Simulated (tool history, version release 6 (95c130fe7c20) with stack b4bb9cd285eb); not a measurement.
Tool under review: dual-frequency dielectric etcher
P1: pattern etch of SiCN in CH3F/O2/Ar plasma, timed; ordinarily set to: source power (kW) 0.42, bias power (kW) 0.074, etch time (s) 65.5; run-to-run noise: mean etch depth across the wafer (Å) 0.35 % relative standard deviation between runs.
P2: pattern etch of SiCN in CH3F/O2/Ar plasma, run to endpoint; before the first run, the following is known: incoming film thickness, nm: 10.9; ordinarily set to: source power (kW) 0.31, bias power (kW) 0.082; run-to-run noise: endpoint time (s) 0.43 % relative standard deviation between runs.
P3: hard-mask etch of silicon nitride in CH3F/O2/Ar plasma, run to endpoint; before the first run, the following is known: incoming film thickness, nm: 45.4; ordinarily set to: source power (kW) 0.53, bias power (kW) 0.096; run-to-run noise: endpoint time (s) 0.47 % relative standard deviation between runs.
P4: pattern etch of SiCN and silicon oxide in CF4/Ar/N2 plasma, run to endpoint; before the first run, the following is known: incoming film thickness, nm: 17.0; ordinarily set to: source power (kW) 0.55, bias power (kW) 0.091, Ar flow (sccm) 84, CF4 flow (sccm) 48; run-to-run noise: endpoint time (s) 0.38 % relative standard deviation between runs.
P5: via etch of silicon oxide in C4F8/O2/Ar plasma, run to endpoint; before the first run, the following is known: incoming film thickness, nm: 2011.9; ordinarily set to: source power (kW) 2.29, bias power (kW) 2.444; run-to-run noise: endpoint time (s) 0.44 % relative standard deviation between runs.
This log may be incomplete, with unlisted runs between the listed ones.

run,hour,process that ran,source power (kW),bias power (kW),etch time (s),Ar flow (sccm),CF4 flow (sccm),hours since the last wet clean,hours since the last source power generator calibration,hours since the last bias power generator calibration,mean etch depth across the wafer (Å),endpoint time (s)
1,8.2,P1,0.42,0.074,65.5,,,257.8,989.6,1417.6,255.54,
2,13.7,P1,0.42,0.074,65.5,,,263.3,995.1,1423.1,254.58,
3,20.3,P1,0.42,0.074,65.5,,,269.9,1001.7,1429.7,254.95,
4,25.7,P1,0.42,0.074,87.5,,,275.3,1007.1,1435.1,339.8,
5,31.4,P1,0.42,0.058,78.5,,,281,1012.8,1440.8,278.86,
6,40.5,P4,0.55,0.091,,84,63,290.1,1021.9,1449.9,,15.223
7,47.3,P5,2.29,2.444,,,,296.9,1028.7,1456.7,,353.21
8,52.3,P4,0.44,0.091,,84,48,301.9,1033.7,1461.7,,19.358
9,60.2,P4,0.55,0.124,,84,48,309.8,1041.6,1469.6,,14.321
10,70.2,P2,0.31,0.058,,,,319.8,1051.6,1479.6,,34.94
11,77.9,P1,0.42,0.048,65.5,,,327.5,1059.3,1487.3,220.29,
12,89.1,P5,1.86,2.444,,,,338.7,1070.5,1498.5,,386.94
13,99.5,P3,0.53,0.065,,,,349.1,1080.9,1508.9,,60.35
14,106.1,P1,0.42,0.074,38,,,355.7,1087.5,1515.5,147.11,
15,116,P1,0.42,0.074,65.5,,,365.6,1097.4,1525.4,254.91,
16,127.4,P3,0.75,0.096,,,,377,1108.8,1536.8,,46.321
17,133,P5,2.29,1.504,,,,382.6,1114.4,1542.4,,406.65
18,141.2,P1,0.57,0.061,65.5,,,390.8,1122.6,1550.6,267.06,
19,151.9,P1,0.57,0.092,65.5,,,401.5,1133.3,1561.3,307.99,
20,160,P1,0.42,0.1,65.5,,,409.6,1141.4,1569.4,283.41,
21,167.1,P1,0.26,0.074,65.5,,,416.7,1148.5,1576.5,213.06,
22,176.3,P2,0.21,0.082,,,,425.9,1157.7,1585.7,,35.496
23,184.1,P4,0.55,0.091,,112,48,433.7,1165.5,1593.5,,16.589
24,192.6,P4,0.55,0.091,,84,48,442.2,1174,1602,,16.022
25,202.4,P4,0.55,0.091,,84,48,452,1183.8,1611.8,,16.004

The next listed run, before its measurement:
26,212.2,P1,0.42,0.074,65.5,,,461.8,1193.6,1621.6,?,

mean etch depth across the wafer (Å): 254.07
